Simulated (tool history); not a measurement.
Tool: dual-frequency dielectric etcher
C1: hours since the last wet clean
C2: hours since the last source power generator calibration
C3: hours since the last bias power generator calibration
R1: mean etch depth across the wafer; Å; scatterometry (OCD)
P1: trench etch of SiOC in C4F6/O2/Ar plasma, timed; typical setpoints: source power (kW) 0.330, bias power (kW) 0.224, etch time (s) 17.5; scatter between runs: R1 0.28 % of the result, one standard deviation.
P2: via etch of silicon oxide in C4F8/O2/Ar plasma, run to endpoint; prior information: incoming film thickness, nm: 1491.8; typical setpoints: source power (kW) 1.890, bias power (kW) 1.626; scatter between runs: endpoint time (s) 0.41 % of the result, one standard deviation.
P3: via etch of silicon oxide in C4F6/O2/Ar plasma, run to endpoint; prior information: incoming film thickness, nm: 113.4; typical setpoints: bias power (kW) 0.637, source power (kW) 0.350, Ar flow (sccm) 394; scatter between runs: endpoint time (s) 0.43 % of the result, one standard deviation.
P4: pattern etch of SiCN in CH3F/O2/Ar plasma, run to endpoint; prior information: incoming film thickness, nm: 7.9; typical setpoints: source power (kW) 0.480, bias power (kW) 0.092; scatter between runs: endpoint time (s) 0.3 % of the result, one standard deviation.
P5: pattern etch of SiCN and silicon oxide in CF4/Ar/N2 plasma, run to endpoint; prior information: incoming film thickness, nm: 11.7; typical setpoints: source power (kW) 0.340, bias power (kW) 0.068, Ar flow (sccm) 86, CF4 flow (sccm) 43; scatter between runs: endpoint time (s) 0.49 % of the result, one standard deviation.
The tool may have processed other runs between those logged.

run 1 hour=4.3 | process_that_ran=P1 source_power_(kW)=0.330 bias_power_(kW)=0.224 etch_time_(s)=17.5 | C1=304.0 C2=2738.8 C3=500.3 | R1=368.91
run 2 hour=9.4 | process_that_ran=P5 source_power_(kW)=0.450 bias_power_(kW)=0.068 Ar_flow_(sccm)=86 CF4_flow_(sccm)=43 | C1=309.1 C2=2743.9 C3=505.4 | endpoint_time_(s)=14.426
run 3 hour=15.7 | process_that_ran=P1 source_power_(kW)=0.420 bias_power_(kW)=0.135 etch_time_(s)=17.5 | C1=315.4 C2=2750.2 C3=511.7 | R1=343.04
run 4 hour=21.6 | process_that_ran=P1 source_power_(kW)=0.330 bias_power_(kW)=0.175 etch_time_(s)=17.5 | C1=321.3 C2=2756.1 C3=517.6 | R1=338.10
run 5 hour=26.7 | process_that_ran=P1 source_power_(kW)=0.330 bias_power_(kW)=0.293 etch_time_(s)=23.0 | C1=326.4 C2=2761.2 C3=522.7 | R1=530.72
run 6 hour=30.4 | process_that_ran=P1 source_power_(kW)=0.200 bias_power_(kW)=0.224 etch_time_(s)=17.5 | C1=330.1 C2=2764.9 C3=526.4 | R1=303.34
run 7 hour=33.5 | process_that_ran=P1 source_power_(kW)=0.330 bias_power_(kW)=0.224 etch_time_(s)=17.5 | C1=333.2 C2=2768.0 C3=529.5 | R1=367.54
run 8 hour=38.1 | process_that_ran=P1 source_power_(kW)=0.330 bias_power_(kW)=0.224 etch_time_(s)=17.5 | C1=337.8 C2=2772.6 C3=534.1 | R1=368.90
run 9 hour=44.5 | process_that_ran=P4 source_power_(kW)=0.480 bias_power_(kW)=0.092 | C1=344.2 C2=2779.0 C3=540.5 | endpoint_time_(s)=18.110
run 10 hour=50.4 | process_that_ran=P3 source_power_(kW)=0.260 bias_power_(kW)=0.637 Ar_flow_(sccm)=394 | C1=350.1 C2=2784.9 C3=546.4 | endpoint_time_(s)=27.867
run 11 hour=57.3 | process_that_ran=P1 source_power_(kW)=0.330 bias_power_(kW)=0.274 etch_time_(s)=17.5 | C1=357.0 C2=2791.8 C3=553.3 | R1=394.67
run 12 hour=63.9 | process_that_ran=P5 source_power_(kW)=0.340 bias_power_(kW)=0.068 Ar_flow_(sccm)=86 CF4_flow_(sccm)=58 | C1=363.6 C2=2798.4 C3=559.9 | endpoint_time_(s)=17.523
run 13 hour=68.5 | process_that_ran=P5 source_power_(kW)=0.340 bias_power_(kW)=0.068 Ar_flow_(sccm)=86 CF4_flow_(sccm)=43 | C1=368.2 C2=2803.0 C3=564.5 | endpoint_time_(s)=18.429
run 14 hour=74.4 | process_that_ran=P2 source_power_(kW)=1.890 bias_power_(kW)=2.218 | C1=374.1 C2=2808.9 C3=570.4 | endpoint_time_(s)=297.000
run 15 hour=81.0 | process_that_ran=P5 source_power_(kW)=0.340 bias_power_(kW)=0.068 Ar_flow_(sccm)=112 CF4_flow_(sccm)=43 | C1=380.7 C2=2815.5 C3=577.0 | endpoint_time_(s)=19.350
run 16 hour=86.7 | process_that_ran=P3 source_power_(kW)=0.350 bias_power_(kW)=0.412 Ar_flow_(sccm)=394 | C1=386.4 C2=2821.2 C3=582.7 | endpoint_time_(s)=29.600
run 17 hour=92.7 | process_that_ran=P2 source_power_(kW)=1.890 bias_power_(kW)=1.626 | C1=392.4 C2=2827.2 C3=588.7 | endpoint_time_(s)=325.010
run 18 hour=99.3 | process_that_ran=P1 source_power_(kW)=0.330 bias_power_(kW)=0.224 etch_time_(s)=24.5 | C1=399.0 C2=2833.8 C3=595.3 | R1=511.51
run 19 hour=103.2 | process_that_ran=P1 source_power_(kW)=0.330 bias_power_(kW)=0.224 etch_time_(s)=17.5 | C1=402.9 C2=2837.7 C3=599.2 | R1=368.26
run 20 hour=107.4 | process_that_ran=P4 source_power_(kW)=0.480 bias_power_(kW)=0.128 | C1=407.1 C2=2841.9 C3=603.4 | endpoint_time_(s)=16.078
run 21 hour=113.7 | process_that_ran=P3 source_power_(kW)=0.350 bias_power_(kW)=0.637 Ar_flow_(sccm)=394 | C1=413.4 C2=2848.2 C3=609.7 | endpoint_time_(s)=25.507
run 22 hour=118.7 | process_that_ran=P1 source_power_(kW)=0.460 bias_power_(kW)=0.224 etch_time_(s)=17.5 | C1=418.4 C2=2853.2 C3=614.7 | R1=416.18
run 23 hour=122.8 | process_that_ran=P1 source_power_(kW)=0.330 bias_power_(kW)=0.169 etch_time_(s)=13.5 | C1=422.5 C2=2857.3 C3=618.8 | R1=258.13
run 24 hour=127.1 | process_that_ran=P5 source_power_(kW)=0.340 bias_power_(kW)=0.089 Ar_flow_(sccm)=86 CF4_flow_(sccm)=43 | C1=426.8 C2=2861.6 C3=623.1 | endpoint_time_(s)=16.615
run 25 hour=130.9 | process_that_ran=P3 source_power_(kW)=0.350 bias_power_(kW)=0.637 Ar_flow_(sccm)=321 | C1=430.6 C2=2865.4 C3=626.9 | endpoint_time_(s)=24.669
run 26 hour=134.3 | process_that_ran=P1 source_power_(kW)=0.330 bias_power_(kW)=0.224 etch_time_(s)=17.5 | C1=434.0 C2=2868.8 C3=630.3 | R1=366.16
run 27 hour=139.9 | process_that_ran=P1 source_power_(kW)=0.330 bias_power_(kW)=0.224 etch_time_(s)=17.5 | C1=439.6 C2=2874.4 C3=635.9 | R1=365.22
run 28 hour=143.3 | process_that_ran=P3 source_power_(kW)=0.350 bias_power_(kW)=0.637 Ar_flow_(sccm)=394 | C1=443.0 C2=2877.8 C3=639.3 | endpoint_time_(s)=25.315
run 29 hour=146.5 | process_that_ran=P2 source_power_(kW)=1.210 bias_power_(kW)=1.626 | C1=446.2 C2=2881.0 C3=642.5 | endpoint_time_(s)=388.760
run 30 hour=150.7 | process_that_ran=P2 source_power_(kW)=1.890 bias_power_(kW)=1.626 | C1=450.4 C2=2885.2 C3=646.7 | endpoint_time_(s)=325.110
run 31 hour=154.0 | process_that_ran=P1 source_power_(kW)=0.330 bias_power_(kW)=0.224 etch_time_(s)=12.5 | C1=453.7 C2=2888.5 C3=650.0 | R1=262.14
run 32 hour=157.4 | process_that_ran=P1 source_power_(kW)=0.330 bias_power_(kW)=0.224 etch_time_(s)=17.5 | C1=457.1 C2=2891.9 C3=653.4 | R1=367.26
run 33 hour=163.5 | process_that_ran=P4 source_power_(kW)=0.320 bias_power_(kW)=0.092 | C1=463.2 C2=2898.0 C3=659.5 | endpoint_time_(s)=21.126
run 34 hour=169.4 | process_that_ran=P1 source_power_(kW)=0.330 bias_power_(kW)=0.224 etch_time_(s)=17.5 | C1=469.1 C2=2903.9 C3=665.4 | R1=367.62
run 35 hour=172.9 | process_that_ran=P1 source_power_(kW)=0.330 bias_power_(kW)=0.224 etch_time_(s)=17.5 | C1=472.6 C2=2907.4 C3=668.9 | R1=364.02
run 36 hour=177.0 | process_that_ran=P1 source_power_(kW)=0.330 bias_power_(kW)=0.224 etch_time_(s)=17.5 | C1=476.7 C2=2911.5 C3=673.0 | R1=363.57
run 37 hour=182.6 | process_that_ran=P1 source_power_(kW)=0.330 bias_power_(kW)=0.224 etch_time_(s)=17.5 | C1=482.3 C2=2917.1 C3=678.6 | R1=361.92
run 38 hour=185.8 | process_that_ran=P1 source_power_(kW)=0.330 bias_power_(kW)=0.224 etch_time_(s)=17.5 | C1=485.5 C2=2920.3 C3=681.8 | R1=361.07
run 39 hour=191.8 | process_that_ran=P1 source_power_(kW)=0.330 bias_power_(kW)=0.224 etch_time_(s)=17.5 | C1=491.5 C2=2926.3 C3=687.8 | R1=362.67
-- hour=193.7 wet clean of the chamber
run 40 hour=197.0 | process_that_ran=P1 source_power_(kW)=0.330 bias_power_(kW)=0.224 etch_time_(s)=17.5 | C1=3.3 C2=2931.5 C3=693.0 | R1=361.48
run 41 hour=201.5 | process_that_ran=P1 source_power_(kW)=0.330 bias_power_(kW)=0.224 etch_time_(s)=17.5 | C1=7.8 C2=2936.0 C3=697.5 | R1=362.23
run 42 hour=206.4 | process_that_ran=P1 source_power_(kW)=0.330 bias_power_(kW)=0.224 etch_time_(s)=17.5 | C1=12.7 C2=2940.9 C3=702.4 | R1=361.44
run 43 hour=213.1 | process_that_ran=P1 source_power_(kW)=0.330 bias_power_(kW)=0.224 etch_time_(s)=17.5 | C1=19.4 C2=2947.6 C3=709.1 | R1=363.30

P1 no longer gives what it gave before; its output has crept away from where it was. The following 2 causes, each at its listed size, fit the log equally well:
A: bias power that arrives under what is set, % = 4.71
B: source power that arrives under what is set, % = 4.12
The gradual shift began around hour 169.4.
The rest of the possible causes, and what rules out each one:
chamber walls in a state that lowers the etch rate, %: serviced after onset, at hour 193.7, with no recovery of the prior output

The 4 check runs listed below each average the results of 3 wafers, and their outcomes are marked with question marks. Under which run would the listed causes produce clearly different results?
run check 1 hour=219.8 | process_that_ran=P4 source_power_(kW)=0.340 bias_power_(kW)=0.092 | endpoint_time_(s)=?
run check 2 hour=219.8 | process_that_ran=P5 source_power_(kW)=0.340 bias_power_(kW)=0.068 Ar_flow_(sccm)=99 CF4_flow_(sccm)=58 | endpoint_time_(s)=?
run check 3 hour=219.8 | process_that_ran=P2 source_power_(kW)=1.250 bias_power_(kW)=2.128 | endpoint_time_(s)=?
run check 4 hour=219.8 | process_that_ran=P3 source_power_(kW)=0.290 bias_power_(kW)=0.425 Ar_flow_(sccm)=394 | endpoint_time_(s)=?

How each check would come out, cause by cause:
check=check_1 result=endpoint_time_(s) if_A=21.061 if_B=21.009
check=check_2 result=endpoint_time_(s) if_A=18.346 if_B=18.719
check=check_3 result=endpoint_time_(s) if_A=359.590 if_B=360.370
check=check_4 result=endpoint_time_(s) if_A=32.040 if_B=31.967
Minimum pairwise separation of causes per check, each pair taken at its best-separating result: check 1 0.25 %; check 2 2.02 %; check 3 0.22 %; check 4 0.23 %
The causes can be told apart only by check 2. The other checks would give nearly the same results under each of them.

Running check 2 produced the following: endpoint time (s) 18.766. Which one of the listed causes fits?

It is B: source power that arrives under what is set, %.

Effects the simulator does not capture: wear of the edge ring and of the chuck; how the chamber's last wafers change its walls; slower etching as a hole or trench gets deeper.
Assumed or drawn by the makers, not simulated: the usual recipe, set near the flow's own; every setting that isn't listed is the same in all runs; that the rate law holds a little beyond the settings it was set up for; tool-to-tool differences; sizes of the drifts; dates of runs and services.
